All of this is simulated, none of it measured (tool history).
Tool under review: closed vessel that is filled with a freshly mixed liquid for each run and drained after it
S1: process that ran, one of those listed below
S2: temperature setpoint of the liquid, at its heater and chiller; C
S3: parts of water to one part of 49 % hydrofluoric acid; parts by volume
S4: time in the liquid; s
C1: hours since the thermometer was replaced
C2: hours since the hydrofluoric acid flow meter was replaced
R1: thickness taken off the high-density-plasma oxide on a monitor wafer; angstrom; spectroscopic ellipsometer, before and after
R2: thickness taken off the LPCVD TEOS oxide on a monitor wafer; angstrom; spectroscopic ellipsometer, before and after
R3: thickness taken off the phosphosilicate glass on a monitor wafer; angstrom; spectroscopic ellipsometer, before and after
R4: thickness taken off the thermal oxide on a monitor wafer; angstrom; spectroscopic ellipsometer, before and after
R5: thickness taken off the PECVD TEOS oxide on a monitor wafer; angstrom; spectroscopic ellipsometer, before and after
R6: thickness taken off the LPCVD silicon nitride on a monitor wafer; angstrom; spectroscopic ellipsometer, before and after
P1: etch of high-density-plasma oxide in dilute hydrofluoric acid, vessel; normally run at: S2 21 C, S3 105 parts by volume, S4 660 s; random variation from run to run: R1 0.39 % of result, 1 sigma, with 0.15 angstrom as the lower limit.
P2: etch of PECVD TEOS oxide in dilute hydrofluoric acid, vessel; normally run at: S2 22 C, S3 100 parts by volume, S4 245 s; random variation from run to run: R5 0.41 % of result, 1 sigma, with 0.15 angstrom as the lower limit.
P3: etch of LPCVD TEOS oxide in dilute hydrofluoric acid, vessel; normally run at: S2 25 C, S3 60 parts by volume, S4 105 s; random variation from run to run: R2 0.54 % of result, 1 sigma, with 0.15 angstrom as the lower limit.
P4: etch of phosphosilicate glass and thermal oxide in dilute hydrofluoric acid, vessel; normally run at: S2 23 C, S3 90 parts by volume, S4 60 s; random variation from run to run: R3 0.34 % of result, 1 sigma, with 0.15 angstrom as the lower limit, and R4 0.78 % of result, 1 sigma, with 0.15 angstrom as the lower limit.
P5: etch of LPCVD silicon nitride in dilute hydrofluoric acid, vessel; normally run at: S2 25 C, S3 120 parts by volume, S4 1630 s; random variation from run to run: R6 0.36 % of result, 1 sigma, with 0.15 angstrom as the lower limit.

run 1 hour=8 | S1=P1 S2=21 S3=105 S4=660 | C1=514 C2=529.5 | R1=450.08
run 2 hour=16.7 | S1=P1 S2=21 S3=105 S4=660 | C1=522.7 C2=538.2 | R1=447.22
run 3 hour=31.2 | S1=P3 S2=21.5 S3=60 S4=105 | C1=537.2 C2=552.7 | R2=299.23
run 4 hour=46.4 | S1=P4 S2=23 S3=90 S4=60 | C1=552.4 C2=567.9 | R3=450.79 R4=31.858
run 5 hour=54.1 | S1=P3 S2=25 S3=105 S4=105 | C1=560.1 C2=575.6 | R2=187.09
run 6 hour=61.5 | S1=P1 S2=21 S3=150 S4=660 | C1=567.5 C2=583 | R1=298.6
run 7 hour=76.3 | S1=P2 S2=22 S3=180 S4=245 | C1=582.3 C2=597.8 | R5=97.557
run 8 hour=87.1 | S1=P1 S2=21 S3=65 S4=300 | C1=593.1 C2=608.6 | R1=346.66
run 9 hour=99.9 | S1=P3 S2=25 S3=60 S4=105 | C1=605.9 C2=621.4 | R2=343.41
run 10 hour=110.5 | S1=P2 S2=17 S3=100 S4=245 | C1=616.5 C2=632 | R5=155.28
run 11 hour=118.1 | S1=P1 S2=21 S3=105 S4=660 | C1=624.1 C2=639.6 | R1=447.41
run 12 hour=132 | S1=P5 S2=25 S3=120 S4=1630 | C1=638 C2=653.5 | R6=72.848
run 13 hour=142 | S1=P4 S2=23 S3=50 S4=60 | C1=648 C2=663.5 | R3=852.54 R4=59.626
run 14 hour=153.9 | S1=P1 S2=21 S3=105 S4=660 | C1=659.9 C2=675.4 | R1=449.42
-- hour=166.4 thermometer replaced
run 15 hour=168.2 | S1=P1 S2=17 S3=55 S4=660 | C1=1.8 C2=689.7 | R1=766.64
run 16 hour=183 | S1=P1 S2=17 S3=105 S4=660 | C1=16.6 C2=704.5 | R1=381.93
run 17 hour=190.2 | S1=P1 S2=25.5 S3=105 S4=660 | C1=23.8 C2=711.7 | R1=537.05
run 18 hour=204.3 | S1=P2 S2=22 S3=100 S4=380 | C1=37.9 C2=725.8 | R5=296.7
run 19 hour=216.3 | S1=P5 S2=25 S3=120 S4=725 | C1=49.9 C2=737.8 | R6=32.33
run 20 hour=226.7 | S1=P5 S2=25 S3=210 S4=1630 | C1=60.3 C2=748.2 | R6=41.802
run 21 hour=235 | S1=P1 S2=21 S3=105 S4=1215 | C1=68.6 C2=756.5 | R1=828.88
run 22 hour=246.5 | S1=P3 S2=25 S3=60 S4=105 | C1=80.1 C2=768 | R2=348.24
run 23 hour=257.7 | S1=P3 S2=25 S3=60 S4=55 | C1=91.3 C2=779.2 | R2=179.33
run 24 hour=267.7 | S1=P1 S2=21 S3=105 S4=170 | C1=101.3 C2=789.2 | R1=116.01
run 25 hour=282.1 | S1=P5 S2=25 S3=120 S4=1630 | C1=115.7 C2=803.6 | R6=73.475
run 26 hour=292.1 | S1=P1 S2=21 S3=105 S4=660 | C1=125.7 C2=813.6 | R1=450.04
run 27 hour=305.4 | S1=P1 S2=21 S3=65 S4=660 | C1=139 C2=826.9 | R1=765.96
run 28 hour=317.8 | S1=P4 S2=23 S3=90 S4=110 | C1=151.4 C2=839.3 | R3=827.43 R4=58.096
run 29 hour=330.3 | S1=P5 S2=29 S3=120 S4=1630 | C1=163.9 C2=851.8 | R6=94.298
run 30 hour=339.5 | S1=P2 S2=22 S3=100 S4=245 | C1=173.1 C2=861 | R5=190.8
run 31 hour=348.2 | S1=P4 S2=30 S3=90 S4=60 | C1=181.8 C2=869.7 | R3=588.6 R4=41.215
run 32 hour=358.1 | S1=P1 S2=21 S3=55 S4=1215 | C1=191.7 C2=879.6 | R1=1675.4
run 33 hour=368 | S1=P1 S2=21 S3=105 S4=660 | C1=201.6 C2=889.5 | R1=454.38
run 34 hour=375 | S1=P1 S2=21 S3=105 S4=660 | C1=208.6 C2=896.5 | R1=460.47
run 35 hour=383.1 | S1=P1 S2=21 S3=105 S4=660 | C1=216.7 C2=904.6 | R1=469.68
run 36 hour=393.1 | S1=P1 S2=21 S3=105 S4=660 | C1=226.7 C2=914.6 | R1=475.55
run 37 hour=401.9 | S1=P1 S2=21 S3=105 S4=660 | C1=235.5 C2=923.4 | R1=476.77
run 38 hour=410.4 | S1=P1 S2=21 S3=105 S4=660 | C1=244 C2=931.9 | R1=473.07
run 39 hour=421.5 | S1=P1 S2=21 S3=105 S4=660 | C1=255.1 C2=943 | R1=478.86
run 40 hour=434.4 | S1=P1 S2=21 S3=105 S4=660 | C1=268 C2=955.9 | R1=478.44
run 41 hour=449.8 | S1=P1 S2=21 S3=105 S4=660 | C1=283.4 C2=971.3 | R1=482.09

The log shows P1 creeping away from where it was. Any of the 2 causes listed here, at the size stated for it, fits the log just as well as the others:
A: liquid hotter than its thermometer reads (K) = 1.66
B: hydrofluoric acid flow above the setpoint (%) = 6.16
The drift started at roughly hour 368.

Below are 4 check runs, each on a single wafer, with their results shown as question marks. Which of them would tell the listed causes apart, meaning the causes would give clearly different results under it?
run check 1 hour=465.2 | S1=P4 S2=23 S3=90 S4=60 | R3=? R4=?
run check 2 hour=465.2 | S1=P5 S2=25 S3=120 S4=1630 | R6=?
run check 3 hour=465.2 | S1=P3 S2=25 S3=60 S4=105 | R2=?
run check 4 hour=465.2 | S1=P2 S2=22 S3=100 S4=245 | R5=?

What every check run would give for each of its results, assuming each possible cause in turn:
check=check_1 result=R3 if_A=481.66 if_B=481.56
check=check_1 result=R4 if_A=33.731 if_B=33.723
check=check_2 result=R6 if_A=81.337 if_B=77.56
check=check_3 result=R2 if_A=369 if_B=368.14
check=check_4 result=R5 if_A=203.88 if_B=203.9
Separation of the two closest causes in each check, using whichever result separates them best: check 1 0.02 %; check 2 4.76 %; check 3 0.23 %; check 4 0.01 %
The causes can be told apart only by check 2. The other checks would give nearly the same results under each of them.

Running check 2 produced the following: R6 81.401 angstrom. Which one of the listed causes fits?

A is the cause: liquid hotter than its thermometer reads (K).
